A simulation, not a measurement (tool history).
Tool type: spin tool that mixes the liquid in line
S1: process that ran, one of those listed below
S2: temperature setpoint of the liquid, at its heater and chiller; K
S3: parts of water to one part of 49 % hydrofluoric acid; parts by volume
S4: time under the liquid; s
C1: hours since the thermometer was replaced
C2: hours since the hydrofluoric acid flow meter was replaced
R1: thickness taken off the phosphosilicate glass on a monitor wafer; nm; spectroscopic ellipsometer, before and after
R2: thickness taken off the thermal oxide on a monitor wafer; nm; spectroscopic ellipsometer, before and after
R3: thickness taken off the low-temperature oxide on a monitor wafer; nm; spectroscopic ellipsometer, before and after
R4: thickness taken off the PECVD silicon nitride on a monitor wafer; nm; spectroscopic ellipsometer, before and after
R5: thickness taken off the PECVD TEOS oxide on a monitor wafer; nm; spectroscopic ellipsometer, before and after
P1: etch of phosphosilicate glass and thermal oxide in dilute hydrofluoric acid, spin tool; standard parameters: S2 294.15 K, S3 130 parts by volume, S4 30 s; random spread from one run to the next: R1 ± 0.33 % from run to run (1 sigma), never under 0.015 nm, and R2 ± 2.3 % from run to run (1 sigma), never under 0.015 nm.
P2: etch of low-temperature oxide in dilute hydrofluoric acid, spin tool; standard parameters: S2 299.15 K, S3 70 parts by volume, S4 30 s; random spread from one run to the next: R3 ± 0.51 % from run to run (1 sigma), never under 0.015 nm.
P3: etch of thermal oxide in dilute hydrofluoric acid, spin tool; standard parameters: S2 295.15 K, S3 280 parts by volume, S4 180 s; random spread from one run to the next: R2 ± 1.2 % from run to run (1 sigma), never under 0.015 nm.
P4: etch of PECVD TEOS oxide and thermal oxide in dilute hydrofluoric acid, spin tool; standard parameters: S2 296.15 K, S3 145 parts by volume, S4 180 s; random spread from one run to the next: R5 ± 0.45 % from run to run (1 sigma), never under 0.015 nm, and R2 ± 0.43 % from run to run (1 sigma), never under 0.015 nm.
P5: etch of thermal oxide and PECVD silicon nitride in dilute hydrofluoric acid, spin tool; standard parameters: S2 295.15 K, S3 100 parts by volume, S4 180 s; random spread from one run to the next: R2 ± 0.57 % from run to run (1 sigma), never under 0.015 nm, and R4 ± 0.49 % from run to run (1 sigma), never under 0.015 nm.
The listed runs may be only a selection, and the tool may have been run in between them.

run 1 hour=8 | S1=P1 S2=294.15 S3=130 S4=30 | C1=841.9 C2=799.3 | R1=22.084 R2=0.92096
run 2 hour=12.4 | S1=P2 S2=294.15 S3=70 S4=30 | C1=846.3 C2=803.7 | R3=8.1139
run 3 hour=16.9 | S1=P3 S2=295.15 S3=280 S4=180 | C1=850.8 C2=808.2 | R2=2.2484
run 4 hour=21.4 | S1=P1 S2=294.15 S3=80 S4=30 | C1=855.3 C2=812.7 | R1=38.123 R2=1.6693
run 5 hour=30.2 | S1=P1 S2=294.15 S3=200 S4=60 | C1=864.1 C2=821.5 | R1=26.742 R2=1.1376
run 6 hour=35.5 | S1=P5 S2=295.15 S3=100 S4=260 | C1=869.4 C2=826.8 | R2=12.172 R4=12.279
run 7 hour=44.1 | S1=P4 S2=296.15 S3=145 S4=180 | C1=878 C2=835.4 | R2=5.0506 R5=17.359
run 8 hour=51.3 | S1=P3 S2=295.15 S3=280 S4=80 | C1=885.2 C2=842.6 | R2=1.0237
run 9 hour=58 | S1=P3 S2=301.15 S3=280 S4=180 | C1=891.9 C2=849.3 | R2=2.753
run 10 hour=66.6 | S1=P1 S2=300.65 S3=130 S4=30 | C1=900.5 C2=857.9 | R1=28.537 R2=1.1564
run 11 hour=72.5 | S1=P4 S2=296.15 S3=145 S4=180 | C1=906.4 C2=863.8 | R2=5.083 R5=17.449
run 12 hour=78.9 | S1=P4 S2=296.15 S3=40 S4=180 | C1=912.8 C2=870.2 | R2=20.938 R5=71.86
run 13 hour=88.4 | S1=P3 S2=295.15 S3=280 S4=180 | C1=922.3 C2=879.7 | R2=2.2615
run 14 hour=96.9 | S1=P4 S2=291.15 S3=145 S4=180 | C1=930.8 C2=888.2 | R2=4.1692 R5=14.384
run 15 hour=102.2 | S1=P1 S2=294.15 S3=130 S4=60 | C1=936.1 C2=893.5 | R1=43.919 R2=1.867
run 16 hour=110.1 | S1=P1 S2=299.65 S3=130 S4=15 | C1=944 C2=901.4 | R1=13.614 R2=0.57652
run 17 hour=116.7 | S1=P2 S2=299.15 S3=125 S4=30 | C1=950.6 C2=908 | R3=5.1833
run 18 hour=122.3 | S1=P1 S2=290.15 S3=200 S4=30 | C1=956.2 C2=913.6 | R1=11.486 R2=0.4961
run 19 hour=128.3 | S1=P1 S2=294.15 S3=130 S4=30 | C1=962.2 C2=919.6 | R1=22.004 R2=0.94008
run 20 hour=137.8 | S1=P1 S2=294.15 S3=130 S4=30 | C1=971.7 C2=929.1 | R1=21.97 R2=0.97675
run 21 hour=145.9 | S1=P1 S2=294.15 S3=130 S4=30 | C1=979.8 C2=937.2 | R1=21.983 R2=0.91242
run 22 hour=154.4 | S1=P3 S2=295.15 S3=495 S4=180 | C1=988.3 C2=945.7 | R2=1.0166
run 23 hour=159.9 | S1=P5 S2=295.15 S3=40 S4=180 | C1=993.8 C2=951.2 | R2=22.379 R4=20.813
run 24 hour=166.4 | S1=P2 S2=299.15 S3=70 S4=30 | C1=1000.3 C2=957.7 | R3=9.8314
run 25 hour=174 | S1=P1 S2=290.15 S3=130 S4=30 | C1=1007.9 C2=965.3 | R1=18.71 R2=0.82286
run 26 hour=180.4 | S1=P2 S2=299.15 S3=70 S4=50 | C1=1014.3 C2=971.7 | R3=16.67
run 27 hour=188.7 | S1=P1 S2=294.15 S3=130 S4=30 | C1=1022.6 C2=980 | R1=21.795 R2=0.93874
run 28 hour=195.3 | S1=P5 S2=290.15 S3=100 S4=180 | C1=1029.2 C2=986.6 | R2=6.8356 R4=6.0586
run 29 hour=201.4 | S1=P1 S2=294.15 S3=225 S4=30 | C1=1035.3 C2=992.7 | R1=11.477 R2=0.47072
run 30 hour=208.2 | S1=P1 S2=294.15 S3=130 S4=15 | C1=1042.1 C2=999.5 | R1=11.05 R2=0.44701
run 31 hour=215.4 | S1=P4 S2=296.15 S3=145 S4=340 | C1=1049.3 C2=1006.7 | R2=9.6929 R5=33.117
run 32 hour=221.4 | S1=P5 S2=295.15 S3=100 S4=180 | C1=1055.3 C2=1012.7 | R2=8.3668 R4=8.4905
run 33 hour=229.5 | S1=P1 S2=294.15 S3=130 S4=30 | C1=1063.4 C2=1020.8 | R1=21.942 R2=0.92286
run 34 hour=234.5 | S1=P1 S2=294.15 S3=130 S4=30 | C1=1068.4 C2=1025.8 | R1=22.483 R2=0.90799
run 35 hour=243.1 | S1=P1 S2=294.15 S3=130 S4=30 | C1=1077 C2=1034.4 | R1=22.848 R2=1.03
run 36 hour=248.1 | S1=P1 S2=294.15 S3=130 S4=30 | C1=1082 C2=1039.4 | R1=23.091 R2=1.0185
run 37 hour=256.2 | S1=P1 S2=294.15 S3=130 S4=30 | C1=1090.1 C2=1047.5 | R1=23.369 R2=0.9871
run 38 hour=263 | S1=P1 S2=294.15 S3=130 S4=30 | C1=1096.9 C2=1054.3 | R1=23.474 R2=1.0604
run 39 hour=271.7 | S1=P1 S2=294.15 S3=130 S4=30 | C1=1105.6 C2=1063 | R1=23.474 R2=1.0873
run 40 hour=276 | S1=P1 S2=294.15 S3=130 S4=30 | C1=1109.9 C2=1067.3 | R1=23.671 R2=1.0148
run 41 hour=283.3 | S1=P1 S2=294.15 S3=130 S4=30 | C1=1117.2 C2=1074.6 | R1=23.72 R2=1.0804
run 42 hour=290.5 | S1=P1 S2=294.15 S3=130 S4=30 | C1=1124.4 C2=1081.8 | R1=23.767 R2=0.98304
run 43 hour=298.6 | S1=P1 S2=294.15 S3=130 S4=30 | C1=1132.5 C2=1089.9 | R1=23.774 R2=0.9975

What P1 gives has crept away from where it was. These 2 causes fit the log equally well, each at the size given:
A: hydrofluoric acid flow above the setpoint (%) = 6.75
B: liquid hotter than its thermometer reads (K) = 1.89
Onset of the creep was near hour 229.5.

The check runs listed below each take one wafer, and their results are still question marks. Under which run would the listed causes lead to clearly different results?
run check 1 hour=306.7 | S1=P3 S2=295.15 S3=280 S4=180 | R2=?
run check 2 hour=306.7 | S1=P5 S2=295.15 S3=100 S4=180 | R2=? R4=?
run check 3 hour=306.7 | S1=P2 S2=299.15 S3=70 S4=30 | R3=?
run check 4 hour=306.7 | S1=P4 S2=296.15 S3=145 S4=180 | R2=? R5=?

How each check would come out, cause by cause:
check=check_1 result=R2 if_A=2.4314 if_B=2.3953
check=check_2 result=R2 if_A=8.9978 if_B=9.0237
check=check_2 result=R4 if_A=9.0708 if_B=9.6468
check=check_3 result=R3 if_A=10.71 if_B=10.745
check=check_4 result=R2 if_A=5.4731 if_B=5.4559
check=check_4 result=R5 if_A=18.87 if_B=18.811
How far apart the two closest causes lie, in the result that separates them most: check 1 1.49 %; check 2 6.16 %; check 3 0.33 %; check 4 0.32 %
Only check 2 tells the causes apart: in the others they would give nearly the same result.

Here is what check 2 returned: R2 9.0186 nm; R4 9.6626 nm. Which cause is it?

The cause is B: liquid hotter than its thermometer reads (K).

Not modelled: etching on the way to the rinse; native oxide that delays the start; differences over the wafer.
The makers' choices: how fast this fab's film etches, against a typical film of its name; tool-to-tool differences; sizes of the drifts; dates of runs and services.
